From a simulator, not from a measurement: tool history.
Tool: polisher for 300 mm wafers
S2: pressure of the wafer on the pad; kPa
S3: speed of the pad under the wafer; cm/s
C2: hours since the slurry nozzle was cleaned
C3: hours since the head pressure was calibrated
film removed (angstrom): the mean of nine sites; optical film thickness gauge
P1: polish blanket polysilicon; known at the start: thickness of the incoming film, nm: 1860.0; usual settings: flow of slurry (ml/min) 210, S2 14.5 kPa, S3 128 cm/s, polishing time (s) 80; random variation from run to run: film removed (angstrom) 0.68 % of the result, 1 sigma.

{"run": 1, "day": 0.671, "flow of slurry (ml/min)": 210, "S2": 14.5, "S3": 128, "polishing time (s)": 80, "wafers polished on this pad": 422, "C2": 445.4, "C3": 329.2, "film removed (angstrom)": 7222.3}
{"run": 2, "day": 1.058, "flow of slurry (ml/min)": 210, "S2": 14.5, "S3": 128, "polishing time (s)": 80, "wafers polished on this pad": 534, "C2": 454.7, "C3": 338.5, "film removed (angstrom)": 7283.5}
{"run": 3, "day": 1.738, "flow of slurry (ml/min)": 210, "S2": 14.5, "S3": 192, "polishing time (s)": 80, "wafers polished on this pad": 730, "C2": 471, "C3": 354.8, "film removed (angstrom)": 10833}
{"run": 4, "day": 2.142, "flow of slurry (ml/min)": 210, "S2": 18.6, "S3": 128, "polishing time (s)": 80, "wafers polished on this pad": 846, "C2": 480.7, "C3": 364.5, "film removed (angstrom)": 9431.2}
{"run": 5, "day": 2.592, "flow of slurry (ml/min)": 210, "S2": 14.5, "S3": 90, "polishing time (s)": 80, "wafers polished on this pad": 976, "C2": 491.5, "C3": 375.3, "film removed (angstrom)": 5131.4}
{"run": 6, "day": 2.942, "flow of slurry (ml/min)": 210, "S2": 14.5, "S3": 128, "polishing time (s)": 120, "wafers polished on this pad": 1077, "C2": 499.9, "C3": 383.7, "film removed (angstrom)": 10987}
{"run": 7, "day": 3.633, "flow of slurry (ml/min)": 210, "S2": 14.5, "S3": 128, "polishing time (s)": 80, "wafers polished on this pad": 1276, "C2": 516.5, "C3": 400.3, "film removed (angstrom)": 7220.3}
{"run": 8, "day": 4.3, "flow of slurry (ml/min)": 210, "S2": 14.5, "S3": 128, "polishing time (s)": 80, "wafers polished on this pad": 1469, "C2": 532.5, "C3": 416.3, "film removed (angstrom)": 7352.5}
{"run": 9, "day": 4.867, "flow of slurry (ml/min)": 210, "S2": 14.5, "S3": 128, "polishing time (s)": 80, "wafers polished on this pad": 1632, "C2": 546.1, "C3": 429.9, "film removed (angstrom)": 7226.5}
{"run": 10, "day": 5.354, "flow of slurry (ml/min)": 210, "S2": 14.5, "S3": 128, "polishing time (s)": 44, "wafers polished on this pad": 1772, "C2": 557.8, "C3": 441.6, "film removed (angstrom)": 4014}
{"run": 11, "day": 5.821, "flow of slurry (ml/min)": 285, "S2": 19.3, "S3": 128, "polishing time (s)": 80, "wafers polished on this pad": 1907, "C2": 569, "C3": 452.8, "film removed (angstrom)": 10078}
{"run": 12, "day": 6.225, "flow of slurry (ml/min)": 270, "S2": 14.5, "S3": 128, "polishing time (s)": 80, "wafers polished on this pad": 2024, "C2": 578.7, "C3": 462.5, "film removed (angstrom)": 7438.5}

Run 13 comes next. What will it give?
{"run": 13, "day": 6.775, "flow of slurry (ml/min)": 125, "S2": 14.5, "S3": 128, "polishing time (s)": 80, "wafers polished on this pad": 2182, "C2": 591.9, "C3": 475.7, "film removed (angstrom)": "?"}

film removed (angstrom): 6648.6
